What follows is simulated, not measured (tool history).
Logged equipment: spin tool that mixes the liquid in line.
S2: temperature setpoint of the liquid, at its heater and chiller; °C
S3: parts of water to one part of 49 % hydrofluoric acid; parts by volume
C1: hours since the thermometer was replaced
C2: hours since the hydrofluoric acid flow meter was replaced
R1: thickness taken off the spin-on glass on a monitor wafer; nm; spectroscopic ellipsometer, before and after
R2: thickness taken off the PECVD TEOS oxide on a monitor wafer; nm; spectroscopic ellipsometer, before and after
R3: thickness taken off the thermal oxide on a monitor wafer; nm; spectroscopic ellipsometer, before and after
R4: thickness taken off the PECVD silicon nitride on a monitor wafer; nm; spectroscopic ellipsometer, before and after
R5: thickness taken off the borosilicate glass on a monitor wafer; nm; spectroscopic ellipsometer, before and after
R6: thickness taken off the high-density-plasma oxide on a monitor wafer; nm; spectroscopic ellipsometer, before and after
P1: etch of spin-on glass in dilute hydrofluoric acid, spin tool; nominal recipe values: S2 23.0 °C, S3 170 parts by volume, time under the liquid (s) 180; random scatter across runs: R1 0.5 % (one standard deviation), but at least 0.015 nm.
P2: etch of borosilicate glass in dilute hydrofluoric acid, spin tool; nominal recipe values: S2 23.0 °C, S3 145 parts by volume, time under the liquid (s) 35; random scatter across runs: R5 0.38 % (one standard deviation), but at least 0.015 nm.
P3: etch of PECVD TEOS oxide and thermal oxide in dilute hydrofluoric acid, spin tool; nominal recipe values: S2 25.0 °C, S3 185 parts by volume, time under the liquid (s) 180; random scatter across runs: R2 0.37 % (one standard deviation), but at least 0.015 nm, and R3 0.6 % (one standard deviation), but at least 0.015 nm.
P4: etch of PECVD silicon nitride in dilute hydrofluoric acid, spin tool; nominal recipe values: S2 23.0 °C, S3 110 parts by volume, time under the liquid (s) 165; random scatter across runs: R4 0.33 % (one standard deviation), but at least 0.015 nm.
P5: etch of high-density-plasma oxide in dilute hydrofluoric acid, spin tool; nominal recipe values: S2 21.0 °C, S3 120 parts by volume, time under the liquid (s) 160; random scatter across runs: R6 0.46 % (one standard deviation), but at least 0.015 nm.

Run 1, hour 14.3: process that ran P1, S2 23.0 °C, S3 170 parts by volume, time under the liquid (s) 180; C1 1691.8; C2 886.5. Result: R1 34.144 nm.
Run 2, hour 22.0: process that ran P3, S2 25.0 °C, S3 255 parts by volume, time under the liquid (s) 180; C1 1699.5; C2 894.2. Result: R2 17.515 nm, R3 2.9923 nm.
Run 3, hour 30.1: process that ran P4, S2 23.0 °C, S3 110 parts by volume, time under the liquid (s) 165; C1 1707.6; C2 902.3. Result: R4 8.1083 nm.
Run 4, hour 40.9: process that ran P3, S2 18.0 °C, S3 185 parts by volume, time under the liquid (s) 180; C1 1718.4; C2 913.1. Result: R2 19.855 nm, R3 3.3371 nm.
Run 5, hour 51.1: process that ran P1, S2 23.0 °C, S3 85 parts by volume, time under the liquid (s) 55; C1 1728.6; C2 923.3. Result: R1 22.942 nm.
Run 6, hour 64.8: process that ran P2, S2 23.0 °C, S3 235 parts by volume, time under the liquid (s) 35; C1 1742.3; C2 937.0. Result: R5 4.2334 nm.
Run 7, hour 78.4: process that ran P4, S2 23.0 °C, S3 110 parts by volume, time under the liquid (s) 165; C1 1755.9; C2 950.6. Result: R4 8.1682 nm.
Run 8, hour 88.7: process that ran P4, S2 23.0 °C, S3 110 parts by volume, time under the liquid (s) 290; C1 1766.2; C2 960.9. Result: R4 14.2460 nm.
At hour 100.9: hydrofluoric acid flow meter replaced.
Run 9, hour 101.5: process that ran P1, S2 23.0 °C, S3 170 parts by volume, time under the liquid (s) 180; C1 1779.0; C2 0.6. Result: R1 34.421 nm.
Run 10, hour 116.1: process that ran P5, S2 21.0 °C, S3 120 parts by volume, time under the liquid (s) 265; C1 1793.6; C2 15.2. Result: R6 14.4390 nm.
Run 11, hour 127.1: process that ran P3, S2 25.0 °C, S3 185 parts by volume, time under the liquid (s) 295; C1 1804.6; C2 26.2. Result: R2 42.560 nm, R3 7.2653 nm.
Run 12, hour 141.7: process that ran P1, S2 23.0 °C, S3 170 parts by volume, time under the liquid (s) 180; C1 1819.2; C2 40.8. Result: R1 34.149 nm.
Run 13, hour 156.0: process that ran P2, S2 23.0 °C, S3 145 parts by volume, time under the liquid (s) 55; C1 1833.5; C2 55.1. Result: R5 11.8620 nm.
Run 14, hour 164.5: process that ran P1, S2 23.0 °C, S3 170 parts by volume, time under the liquid (s) 355; C1 1842.0; C2 63.6. Result: R1 67.428 nm.
Run 15, hour 178.8: process that ran P3, S2 25.0 °C, S3 185 parts by volume, time under the liquid (s) 180; C1 1856.3; C2 77.9. Result: R2 26.080 nm, R3 4.3963 nm.
Run 16, hour 192.3: process that ran P1, S2 23.0 °C, S3 250 parts by volume, time under the liquid (s) 180; C1 1869.8; C2 91.4. Result: R1 21.402 nm.
Run 17, hour 201.2: process that ran P5, S2 17.0 °C, S3 120 parts by volume, time under the liquid (s) 160; C1 1878.7; C2 100.3. Result: R6 7.3943 nm.
Run 18, hour 213.7: process that ran P1, S2 23.0 °C, S3 170 parts by volume, time under the liquid (s) 180; C1 1891.2; C2 112.8. Result: R1 34.189 nm.
Run 19, hour 223.9: process that ran P5, S2 21.0 °C, S3 120 parts by volume, time under the liquid (s) 160; C1 1901.4; C2 123.0. Result: R6 8.7556 nm.
Run 20, hour 235.9: process that ran P1, S2 23.0 °C, S3 50 parts by volume, time under the liquid (s) 350; C1 1913.4; C2 135.0. Result: R1 262.080 nm.
Run 21, hour 243.8: process that ran P4, S2 23.0 °C, S3 20 parts by volume, time under the liquid (s) 165; C1 1921.3; C2 142.9. Result: R4 42.8740 nm.
Run 22, hour 251.1: process that ran P2, S2 23.0 °C, S3 145 parts by volume, time under the liquid (s) 35; C1 1928.6; C2 150.2. Result: R5 7.4964 nm.
Run 23, hour 263.1: process that ran P1, S2 23.0 °C, S3 170 parts by volume, time under the liquid (s) 40; C1 1940.6; C2 162.2. Result: R1 7.567 nm.
Run 24, hour 277.0: process that ran P1, S2 31.0 °C, S3 170 parts by volume, time under the liquid (s) 100; C1 1954.5; C2 176.1. Result: R1 25.549 nm.
Run 25, hour 290.7: process that ran P1, S2 23.0 °C, S3 55 parts by volume, time under the liquid (s) 180; C1 1968.2; C2 189.8. Result: R1 122.400 nm.
Run 26, hour 305.1: process that ran P5, S2 21.0 °C, S3 120 parts by volume, time under the liquid (s) 160; C1 1982.6; C2 204.2. Result: R6 8.7337 nm.
Run 27, hour 319.9: process that ran P2, S2 27.0 °C, S3 145 parts by volume, time under the liquid (s) 35; C1 1997.4; C2 219.0. Result: R5 8.7530 nm.
Run 28, hour 328.9: process that ran P1, S2 28.0 °C, S3 170 parts by volume, time under the liquid (s) 180; C1 2006.4; C2 228.0. Result: R1 41.313 nm.
Run 29, hour 338.8: process that ran P1, S2 23.0 °C, S3 170 parts by volume, time under the liquid (s) 180; C1 2016.3; C2 237.9. Result: R1 34.184 nm.
Run 30, hour 350.9: process that ran P2, S2 23.0 °C, S3 145 parts by volume, time under the liquid (s) 35; C1 2028.4; C2 250.0. Result: R5 7.4761 nm.
Run 31, hour 364.5: process that ran P4, S2 28.5 °C, S3 110 parts by volume, time under the liquid (s) 165; C1 2042.0; C2 263.6. Result: R4 11.6130 nm.
Run 32, hour 373.7: process that ran P1, S2 17.0 °C, S3 170 parts by volume, time under the liquid (s) 180; C1 2051.2; C2 272.8. Result: R1 27.011 nm.
Run 33, hour 382.9: process that ran P5, S2 21.0 °C, S3 70 parts by volume, time under the liquid (s) 160; C1 2060.4; C2 282.0. Result: R6 15.9410 nm.
Run 34, hour 394.5: process that ran P1, S2 23.0 °C, S3 170 parts by volume, time under the liquid (s) 180; C1 2072.0; C2 293.6. Result: R1 34.101 nm.
Run 35, hour 408.8: process that ran P1, S2 23.0 °C, S3 170 parts by volume, time under the liquid (s) 180; C1 2086.3; C2 307.9. Result: R1 35.905 nm.
Run 36, hour 415.9: process that ran P1, S2 23.0 °C, S3 170 parts by volume, time under the liquid (s) 180; C1 2093.4; C2 315.0. Result: R1 36.156 nm.
Run 37, hour 430.3: process that ran P1, S2 23.0 °C, S3 170 parts by volume, time under the liquid (s) 180; C1 2107.8; C2 329.4. Result: R1 36.578 nm.
Run 38, hour 441.3: process that ran P1, S2 23.0 °C, S3 170 parts by volume, time under the liquid (s) 180; C1 2118.8; C2 340.4. Result: R1 36.247 nm.
Run 39, hour 454.3: process that ran P1, S2 23.0 °C, S3 170 parts by volume, time under the liquid (s) 180; C1 2131.8; C2 353.4. Result: R1 36.476 nm.
Run 40, hour 467.3: process that ran P1, S2 23.0 °C, S3 170 parts by volume, time under the liquid (s) 180; C1 2144.8; C2 366.4. Result: R1 36.618 nm.

P1 no longer gives what it gave before; its output has crept away from where it was. The following 2 causes, each at its listed size, fit the log equally well:
A: hydrofluoric acid flow above the setpoint (%) = 5.73
B: liquid hotter than its thermometer reads (K) = 1.75
The gradual shift began around hour 394.5.

Consider the 4 single-wafer check runs listed below, results given as question marks: which one distinguishes between the causes by giving clearly different results for each?
Run check 1, hour 480.3: process that ran P3, S2 25.0 °C, S3 185 parts by volume, time under the liquid (s) 180. Result: R2 ?, R3 ?.
Run check 2, hour 480.3: process that ran P5, S2 21.0 °C, S3 120 parts by volume, time under the liquid (s) 160. Result: R6 ?.
Run check 3, hour 480.3: process that ran P4, S2 23.0 °C, S3 110 parts by volume, time under the liquid (s) 165. Result: R4 ?.
Run check 4, hour 480.3: process that ran P2, S2 23.0 °C, S3 145 parts by volume, time under the liquid (s) 35. Result: R5 ?.

Outcome of each check run for each possible cause:
  check  result    if A    if B
check 1      R2  27.719  27.635
check 1      R3  4.6792  4.6651
check 2      R6  9.3285  9.3920
check 3      R4  8.5666  9.0972
check 4      R5  8.0046  8.0255
Separation of the two closest causes in each check, using whichever result separates them best: check 1 0.3 %; check 2 0.68 %; check 3 6.01 %; check 4 0.26 %
Check 3 distinguishes between the causes, while the remaining checks would return nearly the same result for all of them.

Check 3 has now been run. It gave: R4 8.5842 nm. Which of the candidate causes is it?

It was cause A: hydrofluoric acid flow above the setpoint (%).

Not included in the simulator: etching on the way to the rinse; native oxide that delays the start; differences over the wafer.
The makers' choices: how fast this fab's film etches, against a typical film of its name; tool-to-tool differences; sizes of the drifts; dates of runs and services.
